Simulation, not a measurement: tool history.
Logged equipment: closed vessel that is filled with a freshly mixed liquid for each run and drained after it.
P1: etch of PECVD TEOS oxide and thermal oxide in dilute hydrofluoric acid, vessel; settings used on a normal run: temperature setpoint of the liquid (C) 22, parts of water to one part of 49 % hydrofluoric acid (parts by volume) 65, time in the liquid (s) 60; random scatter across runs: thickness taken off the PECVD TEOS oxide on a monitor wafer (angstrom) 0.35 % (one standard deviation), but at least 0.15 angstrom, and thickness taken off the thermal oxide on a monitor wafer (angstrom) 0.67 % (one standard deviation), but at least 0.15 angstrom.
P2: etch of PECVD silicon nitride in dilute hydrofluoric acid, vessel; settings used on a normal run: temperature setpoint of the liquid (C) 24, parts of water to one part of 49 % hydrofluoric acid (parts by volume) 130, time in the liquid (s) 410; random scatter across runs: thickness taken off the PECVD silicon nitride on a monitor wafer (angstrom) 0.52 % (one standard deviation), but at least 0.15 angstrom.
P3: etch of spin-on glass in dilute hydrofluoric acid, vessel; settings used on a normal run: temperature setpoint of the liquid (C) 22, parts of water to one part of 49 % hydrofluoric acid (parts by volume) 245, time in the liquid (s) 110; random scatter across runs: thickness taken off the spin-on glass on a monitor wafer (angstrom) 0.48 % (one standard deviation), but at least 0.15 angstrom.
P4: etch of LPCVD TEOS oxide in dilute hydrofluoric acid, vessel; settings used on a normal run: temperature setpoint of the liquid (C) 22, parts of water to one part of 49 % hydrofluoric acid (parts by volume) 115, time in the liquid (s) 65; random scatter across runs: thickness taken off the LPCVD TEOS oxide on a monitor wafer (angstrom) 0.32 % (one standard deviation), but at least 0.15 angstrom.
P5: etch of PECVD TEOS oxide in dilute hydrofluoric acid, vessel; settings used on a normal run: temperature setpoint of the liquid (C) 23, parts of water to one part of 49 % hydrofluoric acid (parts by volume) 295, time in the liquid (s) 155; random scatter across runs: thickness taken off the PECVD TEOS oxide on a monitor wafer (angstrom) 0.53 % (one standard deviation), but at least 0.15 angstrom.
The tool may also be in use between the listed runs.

run   hour  process that ran  temperature setpoint of the liquid (C)  parts of water to one part of 49 % hydrofluoric acid (parts by volume)  time in the liquid (s)  thickness taken off the PECVD TEOS oxide on a monitor wafer (angstrom)  thickness taken off the thermal oxide on a monitor wafer (angstrom)  thickness taken off the LPCVD TEOS oxide on a monitor wafer (angstrom)  thickness taken off the PECVD silicon nitride on a monitor wafer (angstrom)  thickness taken off the spin-on glass on a monitor wafer (angstrom)
  1   13.1                P1                                      22                                                                      65                      60                                                                  166.02                                                               41.867
  2   22.4                P1                                      22                                                                      65                      60                                                                  167.15                                                               41.689
  3   34.1                P4                                      22                                                                     115                      65                                                                                                                                                                                                               114.04
  4   44.7                P5                                      23                                                                      70                     155                                                                  603.58
  5   52.1                P2                                      31                                                                     130                     410                                                                                                                                                                                                                                                                                             111.5
  6   63.7                P1                                      22                                                                      65                      60                                                                  166.33                                                               42.039
  7   75.8                P5                                      31                                                                     295                     155                                                                  146.25
  8   84.1                P1                                      22                                                                      65                      60                                                                  166.74                                                                41.83
  9   94.8                P1                                      22                                                                      65                      85                                                                  236.89                                                               58.797
 10  104.1                P3                                      22                                                                     245                     110                                                                                                                                                                                                                                                                                                                                                                 155.95
 11  111.1                P3                                      29                                                                     245                     110                                                                                                                                                                                                                                                                                                                                                                 203.07
 12  118.4                P1                                      22                                                                      65                      60                                                                  165.97                                                               41.884
 13  124.9                P5                                      23                                                                     295                     155                                                                  111.59
 14  138.6                P5                                      23                                                                     295                     305                                                                  219.75
 15  148.3                P2                                      24                                                                     130                     660                                                                                                                                                                                                                                                                                            115.96
 16  157.3                P1                                    25.5                                                                      65                      30                                                                  95.998                                                               23.929
 17  170.9                P3                                      22                                                                     245                      30                                                                                                                                                                                                                                                                                                                                                                 42.829
 18  184.3                P4                                      22                                                                     115                     130                                                                                                                                                                                                               225.61
 19  198.3                P1                                      22                                                                      65                      60                                                                   165.1                                                               42.224
 20  206.5                P1                                    26.5                                                                     110                      60                                                                  111.02                                                               28.075

Run 21, settings as shown, results not yet in. Your forecast:
 21  217.9                P1                                      29                                                                      65                      60                                                                       ?                                                                    ?

{"run 21": {"thickness taken off the PECVD TEOS oxide on a monitor wafer (angstrom)": 220.36, "thickness taken off the thermal oxide on a monitor wafer (angstrom)": 55.55}}
